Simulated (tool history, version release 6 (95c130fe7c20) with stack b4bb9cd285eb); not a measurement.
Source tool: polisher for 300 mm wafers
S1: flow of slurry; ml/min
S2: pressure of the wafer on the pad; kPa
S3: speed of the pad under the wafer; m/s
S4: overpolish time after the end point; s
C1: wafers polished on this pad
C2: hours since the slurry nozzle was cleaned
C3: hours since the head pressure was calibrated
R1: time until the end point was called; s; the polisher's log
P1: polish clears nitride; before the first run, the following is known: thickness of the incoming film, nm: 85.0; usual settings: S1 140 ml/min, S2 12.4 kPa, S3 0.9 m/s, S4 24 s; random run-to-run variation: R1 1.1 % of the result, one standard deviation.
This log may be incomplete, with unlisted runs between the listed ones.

{"run": 1, "hour": 7.6, "S1": 140, "S2": 12.4, "S3": 0.9, "S4": 24, "C1": 761, "C2": 203.1, "C3": 192.1, "R1": 140.52}
{"run": 2, "hour": 18.2, "S1": 140, "S2": 12.4, "S3": 0.9, "S4": 24, "C1": 842, "C2": 213.7, "C3": 202.7, "R1": 138.15}
{"run": 3, "hour": 24.0, "S1": 190, "S2": 12.4, "S3": 0.9, "S4": 24, "C1": 887, "C2": 219.5, "C3": 208.5, "R1": 131.03}
{"run": 4, "hour": 35.1, "S1": 85, "S2": 12.4, "S3": 0.9, "S4": 24, "C1": 972, "C2": 230.6, "C3": 219.6, "R1": 155.37}
{"run": 5, "hour": 46.7, "S1": 140, "S2": 18.6, "S3": 0.9, "S4": 24, "C1": 1061, "C2": 242.2, "C3": 231.2, "R1": 94.119}
{"run": 6, "hour": 55.1, "S1": 140, "S2": 12.4, "S3": 0.9, "S4": 24, "C1": 1126, "C2": 250.6, "C3": 239.6, "R1": 137.52}
{"run": 7, "hour": 63.7, "S1": 185, "S2": 12.4, "S3": 1.14, "S4": 24, "C1": 1192, "C2": 259.2, "C3": 248.2, "R1": 105.23}
{"run": 8, "hour": 69.6, "S1": 140, "S2": 12.4, "S3": 0.9, "S4": 24, "C1": 1237, "C2": 265.1, "C3": 254.1, "R1": 137.86}
{"run": 9, "hour": 79.9, "S1": 140, "S2": 12.4, "S3": 0.9, "S4": 7, "C1": 1316, "C2": 275.4, "C3": 264.4, "R1": 139.02}
{"run": 10, "hour": 88.0, "S1": 140, "S2": 12.4, "S3": 1.44, "S4": 24, "C1": 1379, "C2": 283.5, "C3": 272.5, "R1": 87.297}
{"run": 11, "hour": 93.7, "S1": 140, "S2": 12.4, "S3": 0.9, "S4": 24, "C1": 1422, "C2": 289.2, "C3": 278.2, "R1": 139.24}
{"run": 12, "hour": 103.0, "S1": 140, "S2": 12.4, "S3": 0.9, "S4": 24, "C1": 1494, "C2": 298.5, "C3": 287.5, "R1": 141.19}
{"run": 13, "hour": 110.4, "S1": 140, "S2": 12.4, "S3": 0.9, "S4": 47, "C1": 1551, "C2": 305.9, "C3": 294.9, "R1": 137.88}
{"run": 14, "hour": 116.8, "S1": 140, "S2": 12.4, "S3": 0.44, "S4": 24, "C1": 1600, "C2": 312.3, "C3": 301.3, "R1": 280.91}
{"run": 15, "hour": 127.7, "S1": 140, "S2": 6.2, "S3": 0.9, "S4": 24, "C1": 1684, "C2": 323.2, "C3": 312.2, "R1": 280.51}
{"run": 16, "hour": 136.0, "S1": 140, "S2": 12.4, "S3": 0.9, "S4": 24, "C1": 1748, "C2": 331.5, "C3": 320.5, "R1": 137.41}
{"run": 17, "hour": 144.3, "S1": 140, "S2": 12.4, "S3": 0.9, "S4": 24, "C1": 1811, "C2": 339.8, "C3": 328.8, "R1": 142.36}
{"run": 18, "hour": 157.0, "S1": 140, "S2": 12.4, "S3": 0.9, "S4": 24, "C1": 1909, "C2": 352.5, "C3": 341.5, "R1": 148.4}
{"run": 19, "hour": 166.4, "S1": 140, "S2": 12.4, "S3": 0.9, "S4": 24, "C1": 1981, "C2": 361.9, "C3": 350.9, "R1": 150.46}
{"run": 20, "hour": 172.0, "S1": 140, "S2": 12.4, "S3": 0.9, "S4": 24, "C1": 2024, "C2": 367.5, "C3": 356.5, "R1": 150.31}

Forecast run 21:
{"run": 21, "hour": 183.3, "S1": 140, "S2": 12.4, "S3": 0.9, "S4": 24, "C1": 2111, "C2": 378.8, "C3": 367.8, "R1": "?"}

R1: 153.72 s

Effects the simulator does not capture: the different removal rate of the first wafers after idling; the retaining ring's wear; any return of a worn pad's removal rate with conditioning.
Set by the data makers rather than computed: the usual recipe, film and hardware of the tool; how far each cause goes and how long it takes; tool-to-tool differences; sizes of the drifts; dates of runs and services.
